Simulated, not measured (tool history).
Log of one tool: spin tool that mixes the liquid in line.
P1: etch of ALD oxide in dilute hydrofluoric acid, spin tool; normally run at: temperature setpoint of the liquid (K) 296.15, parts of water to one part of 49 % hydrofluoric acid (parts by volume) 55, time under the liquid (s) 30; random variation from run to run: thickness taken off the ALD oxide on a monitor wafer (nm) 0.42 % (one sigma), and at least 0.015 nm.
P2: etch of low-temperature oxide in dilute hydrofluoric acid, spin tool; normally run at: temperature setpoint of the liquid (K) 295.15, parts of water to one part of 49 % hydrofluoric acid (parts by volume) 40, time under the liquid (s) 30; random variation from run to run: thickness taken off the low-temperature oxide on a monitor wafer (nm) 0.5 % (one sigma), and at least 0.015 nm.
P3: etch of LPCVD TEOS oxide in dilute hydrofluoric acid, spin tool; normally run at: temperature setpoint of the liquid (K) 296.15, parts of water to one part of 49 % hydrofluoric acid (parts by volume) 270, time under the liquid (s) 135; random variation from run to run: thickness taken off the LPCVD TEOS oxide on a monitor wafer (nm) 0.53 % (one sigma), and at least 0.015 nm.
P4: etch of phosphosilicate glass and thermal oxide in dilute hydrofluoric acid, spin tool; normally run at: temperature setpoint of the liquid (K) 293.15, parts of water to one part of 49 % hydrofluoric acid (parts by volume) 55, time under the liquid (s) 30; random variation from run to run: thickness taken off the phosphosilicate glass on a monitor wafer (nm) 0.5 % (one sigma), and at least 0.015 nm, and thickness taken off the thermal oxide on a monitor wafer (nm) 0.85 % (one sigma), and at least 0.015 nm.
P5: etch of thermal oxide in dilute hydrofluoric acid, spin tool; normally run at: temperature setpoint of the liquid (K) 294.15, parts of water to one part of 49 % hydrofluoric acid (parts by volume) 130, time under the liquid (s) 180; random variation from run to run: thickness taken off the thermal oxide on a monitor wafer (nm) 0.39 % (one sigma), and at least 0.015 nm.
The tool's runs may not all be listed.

| run | hour | process that ran | temperature setpoint of the liquid (K) | parts of water to one part of 49 % hydrofluoric acid (parts by volume) | time under the liquid (s) | hours since the thermometer was replaced | hours since the hydrofluoric acid flow meter was replaced | thickness taken off the ALD oxide on a monitor wafer (nm) | thickness taken off the phosphosilicate glass on a monitor wafer (nm) | thickness taken off the thermal oxide on a monitor wafer (nm) | thickness taken off the low-temperature oxide on a monitor wafer (nm) | thickness taken off the LPCVD TEOS oxide on a monitor wafer (nm) |
|---|---|---|---|---|---|---|---|---|---|---|---|---|
| 1 | 3.3 | P1 | 296.15 | 55 | 30 | 242.5 | 475.0 | 5.4550 |  |  |  |  |
| 2 | 6.9 | P1 | 296.15 | 30 | 30 | 246.1 | 478.6 | 10.2960 |  |  |  |  |
| 3 | 11.7 | P4 | 293.15 | 55 | 30 | 250.9 | 483.4 |  | 77.443 | 2.40630 |  |  |
| 4 | 18.0 | P1 | 301.65 | 85 | 30 | 257.2 | 489.7 | 4.2314 |  |  |  |  |
| 5 | 24.4 | P1 | 296.15 | 55 | 15 | 263.6 | 496.1 | 2.7217 |  |  |  |  |
| 6 | 31.4 | P1 | 301.15 | 55 | 30 | 270.6 | 503.1 | 6.6775 |  |  |  |  |
| 7 | 36.1 | P1 | 296.15 | 20 | 60 | 275.3 | 507.8 | 31.2630 |  |  |  |  |
| 8 | 39.5 | P1 | 301.15 | 105 | 30 | 278.7 | 511.2 | 3.2531 |  |  |  |  |
| 9 | 43.9 | P5 | 290.15 | 130 | 180 | 283.1 | 515.6 |  |  | 4.52620 |  |  |
| 10 | 47.0 | P5 | 294.15 | 130 | 15 | 286.2 | 518.7 |  |  | 0.42815 |  |  |
| 11 | 50.2 | P5 | 294.15 | 30 | 180 | 289.4 | 521.9 |  |  | 25.97300 |  |  |
| 12 | 53.8 | P4 | 300.15 | 55 | 30 | 293.0 | 525.5 |  | 104.240 | 3.24120 |  |  |
| 13 | 59.5 | P5 | 294.15 | 130 | 180 | 298.7 | 531.2 |  |  | 5.33200 |  |  |
| 14 | 66.3 | P4 | 293.15 | 20 | 30 | 305.5 | 538.0 |  | 225.110 | 6.91850 |  |  |
|  | 66.7 | hydrofluoric acid flow meter replaced |
| 15 | 69.8 | P2 | 299.65 | 40 | 30 | 309.0 | 3.1 |  |  |  | 9.3939 |  |
| 16 | 73.0 | P1 | 296.15 | 55 | 50 | 312.2 | 6.3 | 8.9848 |  |  |  |  |
| 17 | 77.6 | P1 | 296.15 | 55 | 30 | 316.8 | 10.9 | 5.4368 |  |  |  |  |
| 18 | 84.7 | P3 | 296.15 | 270 | 135 | 323.9 | 18.0 |  |  |  |  | 16.1740 |
| 19 | 88.0 | P1 | 296.15 | 55 | 30 | 327.2 | 21.3 | 5.4358 |  |  |  |  |
| 20 | 91.3 | P3 | 296.15 | 475 | 135 | 330.5 | 24.6 |  |  |  |  | 7.7008 |
| 21 | 95.9 | P1 | 291.65 | 55 | 30 | 335.1 | 29.2 | 4.5031 |  |  |  |  |
| 22 | 101.8 | P2 | 295.15 | 65 | 30 | 341.0 | 35.1 |  |  |  | 4.7466 |  |
| 23 | 108.2 | P2 | 295.15 | 40 | 30 | 347.4 | 41.5 |  |  |  | 7.8947 |  |
| 24 | 114.2 | P3 | 296.15 | 270 | 30 | 353.4 | 47.5 |  |  |  |  | 3.6225 |
| 25 | 118.6 | P1 | 296.15 | 55 | 30 | 357.8 | 51.9 | 5.4167 |  |  |  |  |
| 26 | 124.8 | P2 | 295.15 | 40 | 15 | 364.0 | 58.1 |  |  |  | 3.9580 |  |
| 27 | 131.0 | P1 | 296.15 | 100 | 30 | 370.2 | 64.3 | 2.8571 |  |  |  |  |
| 28 | 137.9 | P3 | 303.15 | 270 | 135 | 377.1 | 71.2 |  |  |  |  | 20.5690 |
| 29 | 141.2 | P4 | 293.15 | 55 | 15 | 380.4 | 74.5 |  | 38.697 | 1.20770 |  |  |
| 30 | 144.4 | P1 | 296.15 | 55 | 30 | 383.6 | 77.7 | 5.4206 |  |  |  |  |
| 31 | 150.2 | P1 | 296.15 | 55 | 30 | 389.4 | 83.5 | 5.2949 |  |  |  |  |
| 32 | 155.8 | P1 | 296.15 | 55 | 30 | 395.0 | 89.1 | 5.0836 |  |  |  |  |
| 33 | 161.4 | P1 | 296.15 | 55 | 30 | 400.6 | 94.7 | 5.0296 |  |  |  |  |
| 34 | 165.9 | P1 | 296.15 | 55 | 30 | 405.1 | 99.2 | 5.0199 |  |  |  |  |
| 35 | 169.3 | P1 | 296.15 | 55 | 30 | 408.5 | 102.6 | 4.9802 |  |  |  |  |
| 36 | 175.3 | P1 | 296.15 | 55 | 30 | 414.5 | 108.6 | 4.9682 |  |  |  |  |
| 37 | 179.0 | P1 | 296.15 | 55 | 30 | 418.2 | 112.3 | 4.9365 |  |  |  |  |
| 38 | 184.3 | P1 | 296.15 | 55 | 30 | 423.5 | 117.6 | 4.9096 |  |  |  |  |
| 39 | 189.1 | P1 | 296.15 | 55 | 30 | 428.3 | 122.4 | 4.9352 |  |  |  |  |
| 40 | 194.4 | P1 | 296.15 | 55 | 30 | 433.6 | 127.7 | 4.9382 |  |  |  |  |
| 41 | 200.1 | P1 | 296.15 | 55 | 30 | 439.3 | 133.4 | 4.8896 |  |  |  |  |

What P1 gives has crept away from where it was. These 2 causes fit the log equally well, each at the size given:
A: hydrofluoric acid flow below the setpoint (%) = 8.84
B: liquid colder than its thermometer reads (K) = 2.39
The creep began at about hour 144.4.

4 check runs are offered, each on 2 wafers whose results are averaged, their results left as question marks. Which one tells the causes apart?
| check 1 | 205.8 | P5 | 290.15 | 130 | 20 |  |  |  |  | ? |  |  |
| check 2 | 205.8 | P4 | 299.65 | 20 | 30 |  |  |  | ? | ? |  |  |
| check 3 | 205.8 | P3 | 296.15 | 425 | 45 |  |  |  |  |  |  | ? |
| check 4 | 205.8 | P2 | 295.15 | 65 | 20 |  |  |  |  |  | ? |  |

What each check would give under each cause:
| check | result | if A | if B |
|---|---|---|---|
| check 1 | thickness taken off the thermal oxide on a monitor wafer (nm) | 0.45230 | 0.45448 |
| check 2 | thickness taken off the phosphosilicate glass on a monitor wafer (nm) | 267.670 | 266.450 |
| check 2 | thickness taken off the thermal oxide on a monitor wafer (nm) | 8.29940 | 8.26160 |
| check 3 | thickness taken off the LPCVD TEOS oxide on a monitor wafer (nm) | 2.6309 | 2.7593 |
| check 4 | thickness taken off the low-temperature oxide on a monitor wafer (nm) | 2.8476 | 2.8489 |
How far apart the two closest causes lie, in the result that separates them most: check 1 0.48 %; check 2 0.46 %; check 3 4.76 %; check 4 0.05 %
Check 3 tells the causes apart: in the others they would give nearly the same result.

Check 3 was then run and gave: thickness taken off the LPCVD TEOS oxide on a monitor wafer (nm) 2.7606. Which cause is it?

It is B: liquid colder than its thermometer reads (K).

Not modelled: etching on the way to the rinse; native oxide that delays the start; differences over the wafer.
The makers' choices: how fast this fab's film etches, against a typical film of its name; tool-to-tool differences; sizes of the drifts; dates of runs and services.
